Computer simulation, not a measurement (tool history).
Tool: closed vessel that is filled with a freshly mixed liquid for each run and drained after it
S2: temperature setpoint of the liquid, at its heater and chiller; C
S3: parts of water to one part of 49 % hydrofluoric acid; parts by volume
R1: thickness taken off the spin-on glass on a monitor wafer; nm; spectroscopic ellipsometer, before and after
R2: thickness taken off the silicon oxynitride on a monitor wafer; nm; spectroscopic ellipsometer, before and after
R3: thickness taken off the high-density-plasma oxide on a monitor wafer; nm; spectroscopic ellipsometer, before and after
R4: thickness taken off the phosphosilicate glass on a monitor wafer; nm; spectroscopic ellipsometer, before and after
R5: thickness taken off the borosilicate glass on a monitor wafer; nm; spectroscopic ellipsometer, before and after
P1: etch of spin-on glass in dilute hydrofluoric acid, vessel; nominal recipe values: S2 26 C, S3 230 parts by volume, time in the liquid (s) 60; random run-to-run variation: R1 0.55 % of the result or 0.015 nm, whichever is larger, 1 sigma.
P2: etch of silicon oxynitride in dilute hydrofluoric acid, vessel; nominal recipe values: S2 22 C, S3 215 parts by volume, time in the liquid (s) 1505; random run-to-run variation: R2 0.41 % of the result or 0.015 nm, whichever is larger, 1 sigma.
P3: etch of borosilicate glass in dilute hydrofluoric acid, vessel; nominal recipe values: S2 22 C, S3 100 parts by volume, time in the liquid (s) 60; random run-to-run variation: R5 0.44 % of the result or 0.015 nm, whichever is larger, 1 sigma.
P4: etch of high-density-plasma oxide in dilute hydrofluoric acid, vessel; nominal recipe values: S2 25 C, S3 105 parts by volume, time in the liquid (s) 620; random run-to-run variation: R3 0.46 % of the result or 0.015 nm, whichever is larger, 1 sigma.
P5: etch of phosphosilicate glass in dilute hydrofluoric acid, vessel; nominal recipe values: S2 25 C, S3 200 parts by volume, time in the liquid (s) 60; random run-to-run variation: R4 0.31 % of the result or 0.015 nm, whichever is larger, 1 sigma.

Run 1, hour 9.9: process that ran P1, S2 26 C, S3 230 parts by volume, time in the liquid (s) 60. Result: R1 12.044 nm.
Run 2, hour 18.2: process that ran P1, S2 26 C, S3 230 parts by volume, time in the liquid (s) 60. Result: R1 12.018 nm.
Run 3, hour 27.6: process that ran P2, S2 22 C, S3 215 parts by volume, time in the liquid (s) 1505. Result: R2 13.765 nm.
Run 4, hour 34.4: process that ran P4, S2 25 C, S3 105 parts by volume, time in the liquid (s) 1155. Result: R3 82.189 nm.
Run 5, hour 42.7: process that ran P1, S2 26 C, S3 230 parts by volume, time in the liquid (s) 60. Result: R1 12.081 nm.
Run 6, hour 50.9: process that ran P5, S2 25 C, S3 200 parts by volume, time in the liquid (s) 30. Result: R4 12.368 nm.
Run 7, hour 59.9: process that ran P1, S2 26 C, S3 340 parts by volume, time in the liquid (s) 60. Result: R1 7.3358 nm.
Run 8, hour 65.7: process that ran P4, S2 19.5 C, S3 105 parts by volume, time in the liquid (s) 620. Result: R3 35.63 nm.
Run 9, hour 72.2: process that ran P1, S2 21 C, S3 230 parts by volume, time in the liquid (s) 60. Result: R1 10.019 nm.
Run 10, hour 80.2: process that ran P4, S2 25 C, S3 105 parts by volume, time in the liquid (s) 620. Result: R3 44.145 nm.
Run 11, hour 85.9: process that ran P1, S2 26 C, S3 330 parts by volume, time in the liquid (s) 85. Result: R1 10.745 nm.
Run 12, hour 93.4: process that ran P1, S2 26 C, S3 230 parts by volume, time in the liquid (s) 115. Result: R1 22.954 nm.
Run 13, hour 100.1: process that ran P3, S2 22 C, S3 100 parts by volume, time in the liquid (s) 60. Result: R5 17.543 nm.
Run 14, hour 107.4: process that ran P1, S2 26 C, S3 230 parts by volume, time in the liquid (s) 60. Result: R1 11.971 nm.
Run 15, hour 114.4: process that ran P5, S2 25 C, S3 200 parts by volume, time in the liquid (s) 60. Result: R4 24.568 nm.
Run 16, hour 119.4: process that ran P1, S2 26 C, S3 230 parts by volume, time in the liquid (s) 60. Result: R1 12.087 nm.
Run 17, hour 129.3: process that ran P1, S2 30 C, S3 230 parts by volume, time in the liquid (s) 60. Result: R1 13.835 nm.
Run 18, hour 134: process that ran P5, S2 18.5 C, S3 200 parts by volume, time in the liquid (s) 60. Result: R4 19.278 nm.
Run 19, hour 142: process that ran P2, S2 22 C, S3 215 parts by volume, time in the liquid (s) 1505. Result: R2 13.719 nm.
Run 20, hour 149.7: process that ran P2, S2 22 C, S3 40 parts by volume, time in the liquid (s) 1505. Result: R2 84.775 nm.
Run 21, hour 154.8: process that ran P3, S2 22 C, S3 180 parts by volume, time in the liquid (s) 60. Result: R5 8.8666 nm.
Run 22, hour 159.9: process that ran P3, S2 26 C, S3 100 parts by volume, time in the liquid (s) 60. Result: R5 20.59 nm.
Run 23, hour 166.4: process that ran P1, S2 32 C, S3 230 parts by volume, time in the liquid (s) 105. Result: R1 26.082 nm.
Run 24, hour 171.1: process that ran P4, S2 25 C, S3 185 parts by volume, time in the liquid (s) 620. Result: R3 22.854 nm.
Run 25, hour 176.7: process that ran P2, S2 22 C, S3 215 parts by volume, time in the liquid (s) 690. Result: R2 6.3725 nm.
Run 26, hour 185.6: process that ran P2, S2 17 C, S3 215 parts by volume, time in the liquid (s) 1505. Result: R2 10.961 nm.
Run 27, hour 192: process that ran P1, S2 26 C, S3 230 parts by volume, time in the liquid (s) 30. Result: R1 6.0029 nm.
Run 28, hour 197.5: process that ran P1, S2 26 C, S3 95 parts by volume, time in the liquid (s) 60. Result: R1 34.249 nm.
Run 29, hour 203.9: process that ran P3, S2 22 C, S3 100 parts by volume, time in the liquid (s) 85. Result: R5 24.923 nm.
Run 30, hour 211.9: process that ran P5, S2 25 C, S3 200 parts by volume, time in the liquid (s) 60. Result: R4 24.725 nm.
Run 31, hour 217: process that ran P5, S2 25 C, S3 85 parts by volume, time in the liquid (s) 60. Result: R4 66.535 nm.
Run 32, hour 225.2: process that ran P1, S2 26 C, S3 230 parts by volume, time in the liquid (s) 60. Result: R1 12.11 nm.
Run 33, hour 231.4: process that ran P4, S2 25 C, S3 105 parts by volume, time in the liquid (s) 620. Result: R3 44.699 nm.
Run 34, hour 241.3: process that ran P1, S2 26 C, S3 230 parts by volume, time in the liquid (s) 60. Result: R1 12.059 nm.
Run 35, hour 247.8: process that ran P1, S2 26 C, S3 230 parts by volume, time in the liquid (s) 60. Result: R1 11.688 nm.
Run 36, hour 253.5: process that ran P1, S2 26 C, S3 230 parts by volume, time in the liquid (s) 60. Result: R1 11.569 nm.
Run 37, hour 263.6: process that ran P1, S2 26 C, S3 230 parts by volume, time in the liquid (s) 60. Result: R1 11.55 nm.
Run 38, hour 269.2: process that ran P1, S2 26 C, S3 230 parts by volume, time in the liquid (s) 60. Result: R1 11.565 nm.
Run 39, hour 276.8: process that ran P1, S2 26 C, S3 230 parts by volume, time in the liquid (s) 60. Result: R1 11.458 nm.
Run 40, hour 282: process that ran P1, S2 26 C, S3 230 parts by volume, time in the liquid (s) 60. Result: R1 11.42 nm.

The output of P1 has drifted from where it used to be. Each of the 2 causes below, taken at the size shown beside it, accounts for the log equally well:
A: hydrofluoric acid flow below the setpoint (%) = 4.03
B: liquid colder than its thermometer reads (K) = 1.45
At approximately hour 241.3, the process output began to creep.

Which of the 4 check runs listed below separates the causes, so that each cause would produce a clearly different result? Each run uses one wafer, and its results are marked with question marks.
Run check 1, hour 287.2: process that ran P4, S2 25 C, S3 135 parts by volume, time in the liquid (s) 1080. Result: R3 ?.
Run check 2, hour 287.2: process that ran P3, S2 22 C, S3 155 parts by volume, time in the liquid (s) 60. Result: R5 ?.
Run check 3, hour 287.2: process that ran P5, S2 21 C, S3 200 parts by volume, time in the liquid (s) 60. Result: R4 ?.
Run check 4, hour 287.2: process that ran P2, S2 22 C, S3 40 parts by volume, time in the liquid (s) 1505. Result: R2 ?.

How each check would come out, cause by cause:
  check  result    if A    if B
check 1      R3  55.154  54.716
check 2      R5  10.132  10.045
check 3      R4  20.207   20.08
check 4      R2  81.031  78.606
Per-check spread between the two closest causes, in the result where they differ most: check 1 0.8 %; check 2 0.86 %; check 3 0.63 %; check 4 3.04 %
Check 4 distinguishes between the causes, while the remaining checks would return nearly the same result for all of them.

Check 4 was carried out, with these results: R2 80.704 nm. Which of the listed causes is responsible?

The cause is A: hydrofluoric acid flow below the setpoint (%).
